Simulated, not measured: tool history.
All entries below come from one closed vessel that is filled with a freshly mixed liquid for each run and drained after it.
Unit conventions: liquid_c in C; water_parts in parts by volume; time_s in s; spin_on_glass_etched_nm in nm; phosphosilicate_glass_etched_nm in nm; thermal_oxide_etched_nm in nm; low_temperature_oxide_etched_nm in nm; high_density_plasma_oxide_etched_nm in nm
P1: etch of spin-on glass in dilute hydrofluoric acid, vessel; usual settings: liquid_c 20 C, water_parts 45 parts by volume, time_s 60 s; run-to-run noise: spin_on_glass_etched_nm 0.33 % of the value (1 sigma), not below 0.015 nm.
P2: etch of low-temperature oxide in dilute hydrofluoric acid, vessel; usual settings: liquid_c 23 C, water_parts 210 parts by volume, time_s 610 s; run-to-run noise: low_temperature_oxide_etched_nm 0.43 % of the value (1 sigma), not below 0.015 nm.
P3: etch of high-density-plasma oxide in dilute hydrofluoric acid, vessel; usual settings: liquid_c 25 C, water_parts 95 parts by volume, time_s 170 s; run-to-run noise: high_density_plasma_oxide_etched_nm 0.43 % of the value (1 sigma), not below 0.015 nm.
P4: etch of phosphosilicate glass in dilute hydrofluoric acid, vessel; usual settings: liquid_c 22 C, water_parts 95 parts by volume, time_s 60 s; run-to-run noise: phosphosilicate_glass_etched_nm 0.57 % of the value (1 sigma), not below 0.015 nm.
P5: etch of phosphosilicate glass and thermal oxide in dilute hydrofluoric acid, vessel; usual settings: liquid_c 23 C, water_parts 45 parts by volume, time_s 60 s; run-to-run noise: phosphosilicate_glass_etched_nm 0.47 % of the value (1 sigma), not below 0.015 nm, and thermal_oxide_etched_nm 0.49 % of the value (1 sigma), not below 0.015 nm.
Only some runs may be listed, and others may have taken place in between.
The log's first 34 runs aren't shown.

| run | hour | process | liquid_c | water_parts | time_s | hours since the thermometer was replaced | hours since the hydrofluoric acid flow meter was replaced | spin_on_glass_etched_nm | phosphosilicate_glass_etched_nm | thermal_oxide_etched_nm | low_temperature_oxide_etched_nm | high_density_plasma_oxide_etched_nm |
|---|---|---|---|---|---|---|---|---|---|---|---|---|
| 35 | 110.9 | P1 | 20 | 45 | 60 | 397.8 | 90.1 | 29.995 |  |  |  |  |
| 36 | 114.5 | P1 | 20 | 45 | 60 | 401.4 | 93.7 | 30.066 |  |  |  |  |
| 37 | 118.2 | P1 | 20 | 45 | 60 | 405.1 | 97.4 | 30.624 |  |  |  |  |
| 38 | 121.4 | P1 | 20 | 45 | 60 | 408.3 | 100.6 | 30.72 |  |  |  |  |
| 39 | 124.2 | P1 | 20 | 45 | 60 | 411.1 | 103.4 | 30.781 |  |  |  |  |
| 40 | 126.5 | P1 | 20 | 45 | 60 | 413.4 | 105.7 | 30.783 |  |  |  |  |
| 41 | 129.6 | P1 | 20 | 45 | 60 | 416.5 | 108.8 | 30.809 |  |  |  |  |
| 42 | 133.4 | P1 | 20 | 45 | 60 | 420.3 | 112.6 | 30.775 |  |  |  |  |

The next listed run, before its measurement:
| 43 | 135.4 | P1 | 20 | 45 | 60 | 422.3 | 114.6 | ? |  |  |  |  |

{"run 43": {"spin_on_glass_etched_nm": 30.898}}
